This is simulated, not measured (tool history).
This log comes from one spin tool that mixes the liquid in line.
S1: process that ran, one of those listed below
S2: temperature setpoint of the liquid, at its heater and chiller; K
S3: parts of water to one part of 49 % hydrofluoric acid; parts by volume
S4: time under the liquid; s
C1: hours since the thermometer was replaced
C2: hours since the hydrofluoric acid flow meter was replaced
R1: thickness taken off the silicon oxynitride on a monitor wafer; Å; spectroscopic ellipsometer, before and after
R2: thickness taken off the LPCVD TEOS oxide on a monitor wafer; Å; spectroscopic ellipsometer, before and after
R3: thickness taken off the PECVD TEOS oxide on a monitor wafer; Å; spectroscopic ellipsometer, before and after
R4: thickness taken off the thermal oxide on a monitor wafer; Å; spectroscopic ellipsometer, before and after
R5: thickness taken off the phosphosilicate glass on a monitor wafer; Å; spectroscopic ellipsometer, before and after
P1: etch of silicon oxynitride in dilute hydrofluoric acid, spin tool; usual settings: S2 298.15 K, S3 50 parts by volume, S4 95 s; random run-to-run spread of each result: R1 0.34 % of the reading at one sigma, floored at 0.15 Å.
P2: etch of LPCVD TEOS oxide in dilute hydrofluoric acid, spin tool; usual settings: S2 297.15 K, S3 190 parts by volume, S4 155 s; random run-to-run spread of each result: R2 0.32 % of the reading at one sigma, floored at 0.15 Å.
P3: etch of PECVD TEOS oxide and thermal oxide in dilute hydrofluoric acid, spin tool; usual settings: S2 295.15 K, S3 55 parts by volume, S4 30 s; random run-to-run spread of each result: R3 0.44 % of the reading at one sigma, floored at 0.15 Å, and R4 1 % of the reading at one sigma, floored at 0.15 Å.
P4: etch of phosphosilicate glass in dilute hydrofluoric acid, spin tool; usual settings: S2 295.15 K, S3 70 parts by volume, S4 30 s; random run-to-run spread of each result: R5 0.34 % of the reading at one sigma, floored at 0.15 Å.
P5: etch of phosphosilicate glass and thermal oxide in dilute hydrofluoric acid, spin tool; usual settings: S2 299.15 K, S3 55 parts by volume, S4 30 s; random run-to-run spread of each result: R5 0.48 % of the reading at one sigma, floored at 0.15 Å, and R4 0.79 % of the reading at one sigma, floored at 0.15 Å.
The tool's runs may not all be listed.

run,hour,S1,S2,S3,S4,C1,C2,R1,R2,R3,R4,R5
1,13.1,P1,298.15,50,95,1464.5,275.4,101.08,,,,
2,26.4,P2,297.15,190,155,1477.8,288.7,,396.85,,,
3,35.2,P3,295.15,20,30,1486.6,297.5,,,412.32,71.034,
4,45.9,P1,290.15,50,95,1497.3,308.2,67.695,,,,
5,57.1,P1,305.65,20,95,1508.5,319.4,369.56,,,,
6,65.1,P1,302.65,50,95,1516.5,327.4,125.28,,,,
7,80,P2,297.15,340,155,1531.4,342.3,,189.38,,,
8,95.2,P5,299.15,55,30,1546.6,357.5,,,,29.621,661.61
9,109.8,P1,298.15,80,95,1561.2,372.1,61.487,,,,
10,118.3,P2,297.15,190,155,1569.7,380.6,,396.95,,,
11,127.2,P3,301.65,55,30,1578.6,389.5,,,184.52,31.919,
12,138,P5,299.15,55,60,1589.4,400.3,,,,59.653,1317.8
13,152.4,P1,298.15,50,160,1603.8,414.7,169.61,,,,
14,165.1,P3,295.15,55,15,1616.5,427.4,,,72.096,12.324,
15,176.9,P2,292.65,190,155,1628.3,439.2,,332.9,,,
16,186.1,P2,297.15,190,305,1637.5,448.4,,777.55,,,
17,195.9,P5,299.15,20,30,1647.3,458.2,,,,85.537,1900.7
18,211.3,P4,290.15,70,30,1662.7,473.6,,,,,338.1
19,219.8,P4,295.15,70,30,1671.2,482.1,,,,,415.47
20,228.7,P5,299.15,55,30,1680.1,491,,,,28.852,661.23
21,241.2,P4,295.15,20,30,1692.6,503.5,,,,,1556.4
22,252.8,P1,294.15,50,155,1704.2,515.1,135.32,,,,
23,265.1,P1,298.15,50,35,1716.5,527.4,37.38,,,,
24,279,P1,303.65,85,95,1730.4,541.3,73.974,,,,
25,293.1,P1,298.15,50,95,1744.5,555.4,101.47,,,,
26,302.4,P3,295.15,55,30,1753.8,564.7,,,144.32,24.402,
# hour 312.3: hydrofluoric acid flow meter replaced
27,315.3,P5,305.15,55,30,1766.7,3.1,,,,37.719,845.75
28,329.9,P1,298.15,20,95,1781.3,17.7,256.05,,,,
29,343.8,P4,295.15,70,15,1795.2,31.6,,,,,208.03
30,351.8,P1,298.15,50,95,1803.2,39.6,100.77,,,,
31,359,P1,298.15,50,95,1810.4,46.8,100.44,,,,
32,371.6,P1,298.15,50,95,1823,59.4,101.17,,,,
33,385.1,P1,298.15,50,95,1836.5,72.9,104.27,,,,
34,399.9,P1,298.15,50,95,1851.3,87.7,105.09,,,,
35,414.5,P1,298.15,50,95,1865.9,102.3,105.85,,,,
36,424.1,P1,298.15,50,95,1875.5,111.9,106.64,,,,
37,435.5,P1,298.15,50,95,1886.9,123.3,107.68,,,,
38,446.8,P1,298.15,50,95,1898.2,134.6,108.04,,,,
39,455.9,P1,298.15,50,95,1907.3,143.7,107.58,,,,
40,467.4,P1,298.15,50,95,1918.8,155.2,107.89,,,,
41,481.6,P1,298.15,50,95,1933,169.4,107.55,,,,

What P1 gives has crept away from where it was. These 2 causes fit the log equally well, each at the size given:
A: liquid hotter than its thermometer reads (K) = 1.37
B: hydrofluoric acid flow above the setpoint (%) = 6.51
The onset of the drift is placed at about hour 371.6.

4 check runs are offered, one wafer each, their results left as question marks. Which one tells the causes apart?
check 1,495.8,P5,299.15,25,30,,,,,,?,?
check 2,495.8,P4,292.15,40,30,,,,,,,?
check 3,495.8,P3,295.15,20,30,,,,,?,?,
check 4,495.8,P2,293.15,335,155,,,,?,,,

Expected result of each check under each candidate cause:
check,result,if A,if B
check 1,R4,71.909,72.551
check 1,R5,1606,1620.3
check 2,R5,705.85,710.86
check 3,R3,435.75,438.43
check 3,R4,74.722,75.181
check 4,R2,177.1,182.92
Per check, the gap between the least separated pair of causes, taken in the result that splits them most: check 1 0.89 %; check 2 0.71 %; check 3 0.61 %; check 4 3.23 %
Only in check 4 would the causes give clearly different results; in the remaining checks their results would be nearly the same.

The results of check 4 are: R2 175.78 Å. Based on these, which of the listed causes is it?

The cause is A: liquid hotter than its thermometer reads (K).

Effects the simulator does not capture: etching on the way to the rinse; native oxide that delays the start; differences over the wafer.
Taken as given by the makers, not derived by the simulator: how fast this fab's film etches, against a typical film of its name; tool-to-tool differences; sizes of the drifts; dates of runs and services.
